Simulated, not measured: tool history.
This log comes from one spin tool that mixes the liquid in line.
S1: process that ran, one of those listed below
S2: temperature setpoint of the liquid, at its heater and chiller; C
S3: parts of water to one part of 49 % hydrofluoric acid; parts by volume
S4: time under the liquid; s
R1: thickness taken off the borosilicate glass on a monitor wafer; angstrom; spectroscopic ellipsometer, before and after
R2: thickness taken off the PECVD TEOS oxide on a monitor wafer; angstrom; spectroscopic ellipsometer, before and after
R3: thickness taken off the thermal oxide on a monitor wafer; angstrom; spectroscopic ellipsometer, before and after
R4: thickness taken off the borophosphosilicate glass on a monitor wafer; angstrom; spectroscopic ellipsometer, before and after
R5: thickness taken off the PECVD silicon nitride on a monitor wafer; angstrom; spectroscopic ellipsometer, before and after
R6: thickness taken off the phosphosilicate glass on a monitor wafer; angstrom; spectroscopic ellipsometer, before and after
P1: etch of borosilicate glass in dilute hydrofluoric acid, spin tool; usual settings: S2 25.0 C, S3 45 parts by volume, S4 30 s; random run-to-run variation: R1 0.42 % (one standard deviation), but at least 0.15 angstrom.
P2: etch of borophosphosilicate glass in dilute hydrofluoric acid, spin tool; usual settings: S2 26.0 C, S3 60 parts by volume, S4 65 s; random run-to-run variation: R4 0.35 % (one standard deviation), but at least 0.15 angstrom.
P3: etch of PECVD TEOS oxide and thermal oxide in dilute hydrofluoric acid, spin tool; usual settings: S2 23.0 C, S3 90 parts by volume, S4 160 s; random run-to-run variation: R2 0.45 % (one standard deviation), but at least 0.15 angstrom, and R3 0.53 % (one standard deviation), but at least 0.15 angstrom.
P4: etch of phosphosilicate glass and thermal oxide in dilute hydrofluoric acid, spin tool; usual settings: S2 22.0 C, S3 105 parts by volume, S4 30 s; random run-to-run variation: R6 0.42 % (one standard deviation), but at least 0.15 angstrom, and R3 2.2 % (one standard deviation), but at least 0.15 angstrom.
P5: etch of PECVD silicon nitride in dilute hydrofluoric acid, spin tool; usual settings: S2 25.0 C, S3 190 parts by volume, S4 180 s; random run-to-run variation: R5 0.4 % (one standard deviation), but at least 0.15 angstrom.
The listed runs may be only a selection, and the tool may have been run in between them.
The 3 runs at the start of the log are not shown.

{"run": 4, "hour": 46.7, "S1": "P1", "S2": 25.0, "S3": 20, "S4": 50, "R1": 826.54}
{"run": 5, "hour": 63.9, "S1": "P3", "S2": 17.0, "S3": 90, "S4": 160, "R2": 286.01, "R3": 62.283}
{"run": 6, "hour": 75.3, "S1": "P2", "S2": 26.0, "S3": 60, "S4": 115, "R4": 687.51}
{"run": 7, "hour": 92.2, "S1": "P1", "S2": 25.0, "S3": 45, "S4": 30, "R1": 212.29}
{"run": 8, "hour": 108.8, "S1": "P1", "S2": 25.0, "S3": 45, "S4": 30, "R1": 211.59}
{"run": 9, "hour": 117.8, "S1": "P2", "S2": 26.0, "S3": 20, "S4": 65, "R4": 1233.9}
{"run": 10, "hour": 129.6, "S1": "P5", "S2": 25.0, "S3": 190, "S4": 180, "R5": 57.808}
{"run": 11, "hour": 145.0, "S1": "P3", "S2": 23.0, "S3": 25, "S4": 160, "R2": 1428.8, "R3": 313.36}
{"run": 12, "hour": 159.3, "S1": "P1", "S2": 25.0, "S3": 45, "S4": 30, "R1": 213.46}
{"run": 13, "hour": 173.6, "S1": "P2", "S2": 26.0, "S3": 60, "S4": 65, "R4": 390.35}
{"run": 14, "hour": 188.8, "S1": "P1", "S2": 25.0, "S3": 60, "S4": 30, "R1": 155.17}
{"run": 15, "hour": 202.8, "S1": "P1", "S2": 25.0, "S3": 45, "S4": 60, "R1": 426.83}
{"run": 16, "hour": 216.9, "S1": "P1", "S2": 25.0, "S3": 45, "S4": 30, "R1": 211.95}
{"run": 17, "hour": 235.3, "S1": "P3", "S2": 23.0, "S3": 90, "S4": 255, "R2": 584.51, "R3": 126.53}
{"run": 18, "hour": 248.5, "S1": "P4", "S2": 22.0, "S3": 105, "S4": 30, "R3": 12.257, "R6": 274.79}
{"run": 19, "hour": 262.3, "S1": "P5", "S2": 17.5, "S3": 190, "S4": 180, "R5": 35.51}
{"run": 20, "hour": 278.1, "S1": "P1", "S2": 25.0, "S3": 45, "S4": 30, "R1": 211.5}
{"run": 21, "hour": 295.3, "S1": "P1", "S2": 25.0, "S3": 30, "S4": 30, "R1": 325.4}
{"run": 22, "hour": 305.8, "S1": "P1", "S2": 33.0, "S3": 45, "S4": 30, "R1": 291.62}
{"run": 23, "hour": 315.2, "S1": "P5", "S2": 25.0, "S3": 190, "S4": 280, "R5": 89.793}
{"run": 24, "hour": 324.9, "S1": "P3", "S2": 23.0, "S3": 90, "S4": 160, "R2": 365.64, "R3": 79.318}
{"run": 25, "hour": 334.2, "S1": "P1", "S2": 17.0, "S3": 45, "S4": 30, "R1": 151.29}
{"run": 26, "hour": 343.3, "S1": "P4", "S2": 22.0, "S3": 65, "S4": 30, "R3": 20.376, "R6": 458.71}
{"run": 27, "hour": 360.1, "S1": "P2", "S2": 19.0, "S3": 60, "S4": 65, "R4": 289.69}

Expected results for the next run?
{"run": 28, "hour": 374.8, "S1": "P5", "S2": 25.0, "S3": 115, "S4": 180, "R5": "?"}

Run 28 measured R5 94.169 angstrom.

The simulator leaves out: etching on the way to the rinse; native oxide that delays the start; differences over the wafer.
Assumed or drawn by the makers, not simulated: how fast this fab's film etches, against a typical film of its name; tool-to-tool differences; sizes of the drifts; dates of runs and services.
